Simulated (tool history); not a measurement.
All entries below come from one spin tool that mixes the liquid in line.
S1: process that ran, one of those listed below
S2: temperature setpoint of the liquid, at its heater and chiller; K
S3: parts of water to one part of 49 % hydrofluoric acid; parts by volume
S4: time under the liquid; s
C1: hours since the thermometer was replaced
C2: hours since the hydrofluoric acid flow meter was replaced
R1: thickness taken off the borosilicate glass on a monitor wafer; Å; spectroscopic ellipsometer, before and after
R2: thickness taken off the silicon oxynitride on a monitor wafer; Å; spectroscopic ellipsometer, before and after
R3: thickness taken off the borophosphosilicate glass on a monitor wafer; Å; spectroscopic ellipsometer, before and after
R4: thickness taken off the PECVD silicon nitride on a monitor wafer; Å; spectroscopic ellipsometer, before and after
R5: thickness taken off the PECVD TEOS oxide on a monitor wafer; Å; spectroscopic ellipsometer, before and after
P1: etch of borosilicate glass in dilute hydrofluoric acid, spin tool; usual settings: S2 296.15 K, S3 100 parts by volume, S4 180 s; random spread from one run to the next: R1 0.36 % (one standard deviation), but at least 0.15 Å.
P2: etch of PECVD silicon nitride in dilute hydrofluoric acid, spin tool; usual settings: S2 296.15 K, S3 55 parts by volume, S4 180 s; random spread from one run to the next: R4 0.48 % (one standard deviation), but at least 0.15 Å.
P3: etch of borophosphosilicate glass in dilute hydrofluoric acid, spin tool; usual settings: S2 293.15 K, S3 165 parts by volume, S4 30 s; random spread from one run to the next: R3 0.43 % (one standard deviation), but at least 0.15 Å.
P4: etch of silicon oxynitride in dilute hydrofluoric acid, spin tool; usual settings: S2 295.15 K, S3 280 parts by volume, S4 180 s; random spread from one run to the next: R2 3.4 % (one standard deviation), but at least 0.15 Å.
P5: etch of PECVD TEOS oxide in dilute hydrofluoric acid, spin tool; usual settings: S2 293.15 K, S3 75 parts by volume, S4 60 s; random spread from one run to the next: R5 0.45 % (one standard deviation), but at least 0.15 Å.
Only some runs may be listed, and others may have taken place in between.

run	hour	S1	S2	S3	S4	C1	C2	R1	R2	R3	R4	R5
1	6.0	P1	296.15	100	180	228.6	571.4	481.35				
2	11.8	P4	295.15	280	180	234.4	577.2		7.2513			
3	23.6	P1	290.15	100	105	246.2	589.0	220.77				
4	29.4	P3	293.15	165	30	252.0	594.8			126.10		
5	39.2	P3	297.15	165	30	261.8	604.6			148.02		
6	50.2	P1	296.15	100	180	272.8	615.6	483.41				
7	55.7	P4	295.15	280	180	278.3	621.1		7.6130			
8	66.4	P3	293.15	165	30	289.0	631.8			126.28		
9	76.4	P4	290.15	280	180	299.0	641.8		5.7000			
10	87.1	P1	296.15	100	180	309.7	652.5	484.03				
11	92.9	P3	293.15	165	45	315.5	658.3			190.33		
12	104.3	P1	290.15	100	180	326.9	669.7	379.36				
13	115.3	P4	295.15	280	15	337.9	680.7		0.9738			
14	122.2	P1	290.15	50	180	344.8	687.6	797.07				
15	133.8	P1	303.15	100	180	356.4	699.2	635.59				
16	142.7	P4	295.15	175	180	365.3	708.1		13.1390			
17	148.8	P2	290.15	55	180	371.4	714.2				84.681	
18	157.8	P1	296.15	100	180	380.4	723.2	485.78				
19	166.9	P2	296.15	95	180	389.5	732.3				74.647	
# hour 167.0: hydrofluoric acid flow meter replaced
20	174.2	P5	293.15	40	60	396.8	7.2					115.270
21	181.9	P2	296.15	55	180	404.5	14.9				127.850	
22	190.7	P1	296.15	35	180	413.3	23.7	1498.80				
23	200.2	P5	293.15	75	60	422.8	33.2					58.499
24	206.7	P1	296.15	100	60	429.3	39.7	161.68				
25	213.5	P2	296.15	55	70	436.1	46.5				49.841	
26	223.5	P5	293.15	75	20	446.1	56.5					19.653
27	233.0	P1	296.15	100	180	455.6	66.0	482.90				
28	239.1	P1	296.15	145	180	461.7	72.1	319.16				
29	250.8	P3	293.15	60	30	473.4	83.8			391.77		
30	259.1	P1	296.15	100	340	481.7	92.1	913.99				
31	264.8	P5	300.15	75	60	487.4	97.8					77.641
32	272.5	P1	296.15	100	180	495.1	105.5	485.94				
33	278.5	P1	296.15	100	180	501.1	111.5	494.46				
34	289.4	P1	296.15	100	180	512.0	122.4	504.31				
35	300.3	P1	296.15	100	180	522.9	133.3	513.14				
36	308.6	P1	296.15	100	180	531.2	141.6	517.59				
37	317.3	P1	296.15	100	180	539.9	150.3	523.08				
38	325.4	P1	296.15	100	180	548.0	158.4	522.04				
39	335.1	P1	296.15	100	180	557.7	168.1	522.35				
40	346.9	P1	296.15	100	180	569.5	179.9	522.95				
41	358.8	P1	296.15	100	180	581.4	191.8	523.97				
42	369.9	P1	296.15	100	180	592.5	202.9	528.21				

What P1 gives has crept away from where it was. These 2 causes fit the log equally well, each at the size given:
A: hydrofluoric acid flow above the setpoint (%) = 7.67
B: liquid hotter than its thermometer reads (K) = 2.09
The process output started creeping at around hour 272.5.

The check runs listed below each take one wafer, and their results are still question marks. Under which run would the listed causes lead to clearly different results?
check 1	381.0	P5	293.15	75	60							?
check 2	381.0	P2	296.15	55	180						?	
check 3	381.0	P4	295.15	280	180				?			
check 4	381.0	P3	293.15	165	30					?		

What every check run would give for each of its results, assuming each possible cause in turn:
check	result	if A	if B
check 1	R5	63.605	64.014
check 2	R4	137.810	147.540
check 3	R2	8.1582	8.1856
check 4	R3	137.91	137.30
Smallest distance between any two causes, each pair judged by its most separating result, in per cent: check 1 0.64 %; check 2 6.82 %; check 3 0.34 %; check 4 0.44 %
Check 2 tells the causes apart: in the others they would give nearly the same result.

Here is what check 2 returned: R4 147.970 Å. Which cause is it?

It is B: liquid hotter than its thermometer reads (K).
